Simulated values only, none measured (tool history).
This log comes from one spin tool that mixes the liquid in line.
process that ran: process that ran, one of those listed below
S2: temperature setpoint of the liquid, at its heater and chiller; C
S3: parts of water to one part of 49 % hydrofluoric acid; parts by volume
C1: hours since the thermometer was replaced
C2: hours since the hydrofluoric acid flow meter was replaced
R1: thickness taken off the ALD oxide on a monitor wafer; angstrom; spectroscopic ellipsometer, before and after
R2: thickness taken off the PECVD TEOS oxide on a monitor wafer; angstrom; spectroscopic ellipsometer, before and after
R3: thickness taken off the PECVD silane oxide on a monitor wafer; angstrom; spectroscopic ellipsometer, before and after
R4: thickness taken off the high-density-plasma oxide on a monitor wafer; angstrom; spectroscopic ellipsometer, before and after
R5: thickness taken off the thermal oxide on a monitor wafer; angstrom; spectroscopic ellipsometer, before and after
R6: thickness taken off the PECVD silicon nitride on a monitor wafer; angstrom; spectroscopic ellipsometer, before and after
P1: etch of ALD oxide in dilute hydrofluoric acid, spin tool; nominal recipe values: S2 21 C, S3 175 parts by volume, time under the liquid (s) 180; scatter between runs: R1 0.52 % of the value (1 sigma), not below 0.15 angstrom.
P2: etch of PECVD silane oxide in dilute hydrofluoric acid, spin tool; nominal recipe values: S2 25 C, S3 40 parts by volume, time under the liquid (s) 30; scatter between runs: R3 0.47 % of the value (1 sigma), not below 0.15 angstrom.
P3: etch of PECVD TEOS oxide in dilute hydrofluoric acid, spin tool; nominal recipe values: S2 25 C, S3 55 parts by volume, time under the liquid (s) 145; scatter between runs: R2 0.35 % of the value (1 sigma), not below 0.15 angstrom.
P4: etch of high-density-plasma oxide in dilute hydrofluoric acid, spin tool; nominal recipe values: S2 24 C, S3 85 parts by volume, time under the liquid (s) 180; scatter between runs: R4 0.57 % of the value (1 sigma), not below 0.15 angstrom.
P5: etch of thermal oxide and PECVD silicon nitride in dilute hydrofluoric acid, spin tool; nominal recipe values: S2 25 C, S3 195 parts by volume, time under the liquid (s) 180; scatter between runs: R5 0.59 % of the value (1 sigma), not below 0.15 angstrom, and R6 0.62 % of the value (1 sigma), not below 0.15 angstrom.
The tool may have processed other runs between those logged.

run 1 hour=3.5 | process_that_ran=P1 S2=21 S3=175 time_under_the_liquid_(s)=180 | C1=1787.2 C2=544.8 | R1=84.617
run 2 hour=6.9 | process_that_ran=P3 S2=33.5 S3=55 time_under_the_liquid_(s)=145 | C1=1790.6 C2=548.2 | R2=481.82
run 3 hour=11.7 | process_that_ran=P2 S2=25 S3=65 time_under_the_liquid_(s)=30 | C1=1795.4 C2=553 | R3=76.46
run 4 hour=14.5 | process_that_ran=P4 S2=28 S3=85 time_under_the_liquid_(s)=180 | C1=1798.2 C2=555.8 | R4=126.93
run 5 hour=19.4 | process_that_ran=P3 S2=25 S3=55 time_under_the_liquid_(s)=145 | C1=1803.1 C2=560.7 | R2=345.71
run 6 hour=24.6 | process_that_ran=P1 S2=26 S3=175 time_under_the_liquid_(s)=180 | C1=1808.3 C2=565.9 | R1=101.87
run 7 hour=29 | process_that_ran=P5 S2=25 S3=195 time_under_the_liquid_(s)=180 | C1=1812.7 C2=570.3 | R5=40.694 R6=38.661
run 8 hour=32.3 | process_that_ran=P5 S2=25 S3=195 time_under_the_liquid_(s)=100 | C1=1816 C2=573.6 | R5=22.718 R6=21.578
run 9 hour=36.6 | process_that_ran=P1 S2=21 S3=175 time_under_the_liquid_(s)=180 | C1=1820.3 C2=577.9 | R1=84.461
run 10 hour=40 | process_that_ran=P1 S2=17 S3=175 time_under_the_liquid_(s)=180 | C1=1823.7 C2=581.3 | R1=72.335
run 11 hour=43.1 | process_that_ran=P1 S2=21 S3=175 time_under_the_liquid_(s)=295 | C1=1826.8 C2=584.4 | R1=139.22
run 12 hour=48.7 | process_that_ran=P1 S2=17 S3=305 time_under_the_liquid_(s)=180 | C1=1832.4 C2=590 | R1=36.822
run 13 hour=53.6 | process_that_ran=P3 S2=25 S3=55 time_under_the_liquid_(s)=45 | C1=1837.3 C2=594.9 | R2=106.74
run 14 hour=56.7 | process_that_ran=P4 S2=24 S3=85 time_under_the_liquid_(s)=265 | C1=1840.4 C2=598 | R4=159.72
run 15 hour=61.6 | process_that_ran=P5 S2=18 S3=195 time_under_the_liquid_(s)=180 | C1=1845.3 C2=602.9 | R5=31.631 R6=24.49
run 16 hour=64.2 | process_that_ran=P5 S2=25 S3=195 time_under_the_liquid_(s)=180 | C1=1847.9 C2=605.5 | R5=40.874 R6=38.876
run 17 hour=68 | process_that_ran=P1 S2=17 S3=55 time_under_the_liquid_(s)=180 | C1=1851.7 C2=609.3 | R1=258.23
run 18 hour=71.8 | process_that_ran=P1 S2=21 S3=175 time_under_the_liquid_(s)=180 | C1=1855.5 C2=613.1 | R1=85.076
run 19 hour=77.3 | process_that_ran=P2 S2=30 S3=40 time_under_the_liquid_(s)=30 | C1=1861 C2=618.6 | R3=159.48
run 20 hour=82.7 | process_that_ran=P3 S2=25 S3=25 time_under_the_liquid_(s)=145 | C1=1866.4 C2=624 | R2=791.58
run 21 hour=85.8 | process_that_ran=P2 S2=25 S3=40 time_under_the_liquid_(s)=55 | C1=1869.5 C2=627.1 | R3=235.93
run 22 hour=90.4 | process_that_ran=P2 S2=25 S3=40 time_under_the_liquid_(s)=30 | C1=1874.1 C2=631.7 | R3=129.94
run 23 hour=95.8 | process_that_ran=P1 S2=21 S3=175 time_under_the_liquid_(s)=180 | C1=1879.5 C2=637.1 | R1=84.286
run 24 hour=100.9 | process_that_ran=P5 S2=25 S3=65 time_under_the_liquid_(s)=180 | C1=1884.6 C2=642.2 | R5=143.58 R6=114.45
run 25 hour=106.7 | process_that_ran=P1 S2=21 S3=50 time_under_the_liquid_(s)=180 | C1=1890.4 C2=648 | R1=341.03
run 26 hour=109.5 | process_that_ran=P4 S2=24 S3=85 time_under_the_liquid_(s)=180 | C1=1893.2 C2=650.8 | R4=107.62
run 27 hour=114.5 | process_that_ran=P1 S2=21 S3=175 time_under_the_liquid_(s)=15 | C1=1898.2 C2=655.8 | R1=7.1497
run 28 hour=117.4 | process_that_ran=P1 S2=21 S3=270 time_under_the_liquid_(s)=285 | C1=1901.1 C2=658.7 | R1=79.057
run 29 hour=122.9 | process_that_ran=P4 S2=24 S3=50 time_under_the_liquid_(s)=180 | C1=1906.6 C2=664.2 | R4=190.74
run 30 hour=127.4 | process_that_ran=P4 S2=24 S3=85 time_under_the_liquid_(s)=180 | C1=1911.1 C2=668.7 | R4=108.78
run 31 hour=132.8 | process_that_ran=P1 S2=21 S3=255 time_under_the_liquid_(s)=180 | C1=1916.5 C2=674.1 | R1=53.394
run 32 hour=135.9 | process_that_ran=P1 S2=21 S3=175 time_under_the_liquid_(s)=180 | C1=1919.6 C2=677.2 | R1=84.388
run 33 hour=139.7 | process_that_ran=P1 S2=21 S3=175 time_under_the_liquid_(s)=180 | C1=1923.4 C2=681 | R1=85.019
run 34 hour=145.4 | process_that_ran=P1 S2=21 S3=175 time_under_the_liquid_(s)=180 | C1=1929.1 C2=686.7 | R1=81.8
run 35 hour=148.5 | process_that_ran=P1 S2=21 S3=175 time_under_the_liquid_(s)=180 | C1=1932.2 C2=689.8 | R1=81.112
run 36 hour=152.3 | process_that_ran=P1 S2=21 S3=175 time_under_the_liquid_(s)=180 | C1=1936 C2=693.6 | R1=80.538
run 37 hour=156.5 | process_that_ran=P1 S2=21 S3=175 time_under_the_liquid_(s)=180 | C1=1940.2 C2=697.8 | R1=80.839
run 38 hour=159.5 | process_that_ran=P1 S2=21 S3=175 time_under_the_liquid_(s)=180 | C1=1943.2 C2=700.8 | R1=80.159
run 39 hour=164.1 | process_that_ran=P1 S2=21 S3=175 time_under_the_liquid_(s)=180 | C1=1947.8 C2=705.4 | R1=80.155
run 40 hour=167.7 | process_that_ran=P1 S2=21 S3=175 time_under_the_liquid_(s)=180 | C1=1951.4 C2=709 | R1=79.233
run 41 hour=173.4 | process_that_ran=P1 S2=21 S3=175 time_under_the_liquid_(s)=180 | C1=1957.1 C2=714.7 | R1=79.485
run 42 hour=176.3 | process_that_ran=P1 S2=21 S3=175 time_under_the_liquid_(s)=180 | C1=1960 C2=717.6 | R1=79.696

P1 no longer gives what it gave before; its output has crept away from where it was. The following 2 causes, each at its listed size, fit the log equally well:
A: hydrofluoric acid flow below the setpoint (%) = 4.82
B: liquid colder than its thermometer reads (K) = 1.5
The onset of the drift is placed at about hour 139.7.

Of the 4 check runs listed below, each run on one wafer and each result written as a question mark, which would let you distinguish the listed causes because they would give clearly different results?
run check 1 hour=179.2 | process_that_ran=P5 S2=18 S3=70 time_under_the_liquid_(s)=180 | R5=? R6=?
run check 2 hour=179.2 | process_that_ran=P4 S2=24 S3=55 time_under_the_liquid_(s)=180 | R4=?
run check 3 hour=179.2 | process_that_ran=P2 S2=25 S3=60 time_under_the_liquid_(s)=45 | R3=?
run check 4 hour=179.2 | process_that_ran=P3 S2=32 S3=55 time_under_the_liquid_(s)=145 | R2=?

Outcome of each check run for each possible cause:
check=check_1 result=R5 if_A=94.203 if_B=93.17
check=check_1 result=R6 if_A=63.034 if_B=59.504
check=check_2 result=R4 if_A=164.37 if_B=162.95
check=check_3 result=R3 if_A=119.66 if_B=118.75
check=check_4 result=R2 if_A=431.04 if_B=429.29
Per check, the gap between the least separated pair of causes, taken in the result that splits them most: check 1 5.76 %; check 2 0.87 %; check 3 0.76 %; check 4 0.41 %
The causes can be told apart only by check 1. The other checks would give nearly the same results under each of them.

Check 1 was then run and gave: R5 93.982 angstrom; R6 62.873 angstrom. Which cause is it?

The cause is A: hydrofluoric acid flow below the setpoint (%).

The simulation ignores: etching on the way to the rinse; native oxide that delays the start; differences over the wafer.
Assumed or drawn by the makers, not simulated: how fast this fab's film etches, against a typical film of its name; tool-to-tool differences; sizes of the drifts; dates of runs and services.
